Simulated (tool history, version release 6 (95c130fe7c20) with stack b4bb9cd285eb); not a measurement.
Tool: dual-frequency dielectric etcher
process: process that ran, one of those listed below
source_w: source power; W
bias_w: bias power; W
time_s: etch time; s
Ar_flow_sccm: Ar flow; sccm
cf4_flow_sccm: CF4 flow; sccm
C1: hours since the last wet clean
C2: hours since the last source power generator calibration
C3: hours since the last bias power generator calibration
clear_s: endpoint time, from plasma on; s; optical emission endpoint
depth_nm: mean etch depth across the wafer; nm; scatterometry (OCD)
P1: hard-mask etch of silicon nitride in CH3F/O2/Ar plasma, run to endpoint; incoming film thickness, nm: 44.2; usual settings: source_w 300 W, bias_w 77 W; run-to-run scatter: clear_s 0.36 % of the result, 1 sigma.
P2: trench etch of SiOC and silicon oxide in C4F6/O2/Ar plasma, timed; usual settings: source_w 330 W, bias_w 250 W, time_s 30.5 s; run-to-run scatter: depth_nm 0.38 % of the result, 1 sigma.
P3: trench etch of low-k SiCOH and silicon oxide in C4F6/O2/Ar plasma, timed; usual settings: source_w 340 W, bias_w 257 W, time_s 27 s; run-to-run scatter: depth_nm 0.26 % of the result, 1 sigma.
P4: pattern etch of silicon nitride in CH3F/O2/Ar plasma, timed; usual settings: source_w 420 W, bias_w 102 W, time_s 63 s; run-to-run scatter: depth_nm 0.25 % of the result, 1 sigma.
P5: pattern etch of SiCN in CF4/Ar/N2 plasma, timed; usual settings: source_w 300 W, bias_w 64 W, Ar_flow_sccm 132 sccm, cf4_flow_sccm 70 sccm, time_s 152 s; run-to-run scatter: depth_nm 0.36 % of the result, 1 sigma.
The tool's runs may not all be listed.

Run 1, hour 7.3: process P1, source_w 300 W, bias_w 77 W; C1 309.8; C2 2251; C3 428.1. Result: clear_s 69.42 s.
Run 2, hour 12.1: process P2, source_w 330 W, bias_w 250 W, time_s 30.5 s; C1 314.6; C2 2255.8; C3 432.9. Result: depth_nm 62.174 nm.
Run 3, hour 17.3: process P4, source_w 420 W, bias_w 102 W, time_s 63 s; C1 319.8; C2 2261; C3 438.1. Result: depth_nm 49.567 nm.
Run 4, hour 21.4: process P2, source_w 330 W, bias_w 163 W, time_s 30.5 s; C1 323.9; C2 2265.1; C3 442.2. Result: depth_nm 54.207 nm.
Run 5, hour 26.2: process P2, source_w 410 W, bias_w 250 W, time_s 30.5 s; C1 328.7; C2 2269.9; C3 447. Result: depth_nm 67.095 nm.
Run 6, hour 31.9: process P5, source_w 300 W, bias_w 64 W, time_s 152 s, Ar_flow_sccm 95 sccm, cf4_flow_sccm 70 sccm; C1 334.4; C2 2275.6; C3 452.7. Result: depth_nm 89.48 nm.
Run 7, hour 36.4: process P3, source_w 340 W, bias_w 257 W, time_s 35 s; C1 338.9; C2 2280.1; C3 457.2. Result: depth_nm 113.5 nm.
Run 8, hour 39.9: process P5, source_w 300 W, bias_w 64 W, time_s 152 s, Ar_flow_sccm 132 sccm, cf4_flow_sccm 70 sccm; C1 342.4; C2 2283.6; C3 460.7. Result: depth_nm 85.328 nm.
Run 9, hour 45.9: process P1, source_w 300 W, bias_w 77 W; C1 348.4; C2 2289.6; C3 466.7. Result: clear_s 69.517 s.
Run 10, hour 53: process P5, source_w 300 W, bias_w 64 W, time_s 152 s, Ar_flow_sccm 132 sccm, cf4_flow_sccm 70 sccm; C1 355.5; C2 2296.7; C3 473.8. Result: depth_nm 84.729 nm.
Run 11, hour 58.3: process P5, source_w 300 W, bias_w 64 W, time_s 196.5 s, Ar_flow_sccm 132 sccm, cf4_flow_sccm 70 sccm; C1 360.8; C2 2302; C3 479.1. Result: depth_nm 109.25 nm.
Run 12, hour 65.4: process P1, source_w 300 W, bias_w 77 W; C1 367.9; C2 2309.1; C3 486.2. Result: clear_s 69.281 s.
Run 13, hour 69.7: process P3, source_w 260 W, bias_w 257 W, time_s 27 s; C1 372.2; C2 2313.4; C3 490.5. Result: depth_nm 79.17 nm.
Run 14, hour 75.1: process P5, source_w 210 W, bias_w 64 W, time_s 152 s, Ar_flow_sccm 132 sccm, cf4_flow_sccm 70 sccm; C1 377.6; C2 2318.8; C3 495.9. Result: depth_nm 62.607 nm.
Run 15, hour 80.6: process P1, source_w 410 W, bias_w 77 W; C1 383.1; C2 2324.3; C3 501.4. Result: clear_s 61.883 s.
Run 16, hour 88: process P1, source_w 300 W, bias_w 101 W; C1 390.5; C2 2331.7; C3 508.8. Result: clear_s 63.148 s.
Run 17, hour 94.7: process P1, source_w 300 W, bias_w 77 W; C1 397.2; C2 2338.4; C3 515.5. Result: clear_s 69.504 s.
Run 18, hour 99.4: process P3, source_w 340 W, bias_w 155 W, time_s 27 s; C1 401.9; C2 2343.1; C3 520.2. Result: depth_nm 74.048 nm.

Forecast run 19:
Run 19, hour 103: process P1, source_w 300 W, bias_w 57 W; C1 405.5; C2 2346.7; C3 523.8. Result: clear_s ?.

{"run 19": {"clear_s": 77.23}}

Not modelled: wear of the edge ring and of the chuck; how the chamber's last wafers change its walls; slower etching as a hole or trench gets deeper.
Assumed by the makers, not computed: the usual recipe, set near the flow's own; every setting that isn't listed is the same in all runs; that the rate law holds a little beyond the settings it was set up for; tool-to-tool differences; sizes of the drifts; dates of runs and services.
